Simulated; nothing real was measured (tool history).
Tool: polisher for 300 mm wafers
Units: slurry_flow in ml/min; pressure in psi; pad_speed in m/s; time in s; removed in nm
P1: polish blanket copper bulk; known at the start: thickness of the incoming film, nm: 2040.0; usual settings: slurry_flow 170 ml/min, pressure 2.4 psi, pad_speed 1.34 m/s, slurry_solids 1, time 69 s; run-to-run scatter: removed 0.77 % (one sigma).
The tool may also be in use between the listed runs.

run 1 hour=4.1 | slurry_flow=170 pressure=2.4 pad_speed=1.34 slurry_solids=1 time=69 | removed=701.46
run 2 hour=11.3 | slurry_flow=170 pressure=2.4 pad_speed=1.74 slurry_solids=1 time=69 | removed=923.05
run 3 hour=16.6 | slurry_flow=170 pressure=1.2 pad_speed=1.34 slurry_solids=1 time=69 | removed=356.86
run 4 hour=24.1 | slurry_flow=170 pressure=2.4 pad_speed=1.34 slurry_solids=0.55 time=69 | removed=632.33
run 5 hour=29.5 | slurry_flow=170 pressure=2.4 pad_speed=1.72 slurry_solids=1 time=105 | removed=1406.7
run 6 hour=34.5 | slurry_flow=170 pressure=2.4 pad_speed=1.34 slurry_solids=1 time=69 | removed=707.53
run 7 hour=40.3 | slurry_flow=170 pressure=2.4 pad_speed=1.34 slurry_solids=1.4 time=69 | removed=761.85
run 8 hour=45 | slurry_flow=170 pressure=2.4 pad_speed=0.9 slurry_solids=1 time=69 | removed=482.41
run 9 hour=51.7 | slurry_flow=170 pressure=3.1 pad_speed=1.34 slurry_solids=1.45 time=69 | removed=991.39
run 10 hour=58.6 | slurry_flow=170 pressure=2.4 pad_speed=1.34 slurry_solids=1 time=105 | removed=1089.2
run 11 hour=66.6 | slurry_flow=170 pressure=3.4 pad_speed=1.34 slurry_solids=1 time=69 | removed=997.33
run 12 hour=70.3 | slurry_flow=125 pressure=2.4 pad_speed=1.34 slurry_solids=1 time=69 | removed=683.79
run 13 hour=75.5 | slurry_flow=255 pressure=2.4 pad_speed=1.34 slurry_solids=1 time=69 | removed=748.23
run 14 hour=79.5 | slurry_flow=170 pressure=2.4 pad_speed=1.34 slurry_solids=1 time=69 | removed=712.56
run 15 hour=87.2 | slurry_flow=170 pressure=2.4 pad_speed=1.34 slurry_solids=1 time=69 | removed=714.64
-- hour=90.6 worn pad replaced by a new one
run 16 hour=92.5 | slurry_flow=170 pressure=2.4 pad_speed=0.92 slurry_solids=1.3 time=69 | removed=509.66
run 17 hour=99.7 | slurry_flow=170 pressure=2.4 pad_speed=1.34 slurry_solids=1 time=33 | removed=341.93
run 18 hour=106.3 | slurry_flow=170 pressure=2.4 pad_speed=1.34 slurry_solids=1 time=69 | removed=700.76
run 19 hour=110.4 | slurry_flow=170 pressure=2.4 pad_speed=1.34 slurry_solids=1 time=69 | removed=688.76
run 20 hour=117.1 | slurry_flow=170 pressure=2.4 pad_speed=1.34 slurry_solids=1 time=69 | removed=671.46
-- hour=122.4 slurry blender recalibrated
run 21 hour=123.7 | slurry_flow=170 pressure=2.4 pad_speed=1.34 slurry_solids=1 time=69 | removed=650.41
run 22 hour=128.8 | slurry_flow=170 pressure=2.4 pad_speed=1.34 slurry_solids=1 time=69 | removed=655.92
-- hour=129.8 worn pad replaced by a new one
run 23 hour=132.6 | slurry_flow=170 pressure=2.4 pad_speed=1.34 slurry_solids=1 time=69 | removed=654.33
run 24 hour=140.3 | slurry_flow=170 pressure=2.4 pad_speed=1.34 slurry_solids=1 time=69 | removed=640.64
run 25 hour=147.1 | slurry_flow=170 pressure=2.4 pad_speed=1.34 slurry_solids=1 time=69 | removed=647.86

What P1 gives has crept away from where it was. These 2 causes fit the log equally well, each at the size given:
A: slurry flow missing at the pad, % = 38.5
B: head's pressure below its setpoint, % = 8.94
The creep began at about hour 106.3.
Why every other cause is out:
removal rate lost through wear of the pad, %: serviced at hour 129.8, which brought nothing back
abrasive missing from the slurry, %: serviced at hour 122.4, which brought nothing back

4 check runs are offered, each on 5 wafers whose results are averaged, their results left as question marks. Which one tells the causes apart?
run check 1 hour=153.9 | slurry_flow=170 pressure=1.9 pad_speed=1.34 slurry_solids=1 time=94 | removed=?
run check 2 hour=153.9 | slurry_flow=245 pressure=2.4 pad_speed=1.34 slurry_solids=1 time=69 | removed=?
run check 3 hour=153.9 | slurry_flow=170 pressure=1.9 pad_speed=1.34 slurry_solids=1 time=69 | removed=?
run check 4 hour=153.9 | slurry_flow=170 pressure=2.4 pad_speed=1.72 slurry_solids=1 time=69 | removed=?

What each check would give under each cause:
check=check_1 result=removed if_A=695.85 if_B=695.94
check=check_2 result=removed if_A=694.92 if_B=676.58
check=check_3 result=removed if_A=510.78 if_B=510.85
check=check_4 result=removed if_A=828.16 if_B=828.28
How far apart the two closest causes lie, in the result that separates them most: check 1 0.01 %; check 2 2.67 %; check 3 0.01 %; check 4 0.01 %
Only check 2 tells the causes apart: in the others they would give nearly the same result.

Then check 2 was run and gave: removed 675.9 nm. Which cause is it?

It is B: head's pressure below its setpoint, %.

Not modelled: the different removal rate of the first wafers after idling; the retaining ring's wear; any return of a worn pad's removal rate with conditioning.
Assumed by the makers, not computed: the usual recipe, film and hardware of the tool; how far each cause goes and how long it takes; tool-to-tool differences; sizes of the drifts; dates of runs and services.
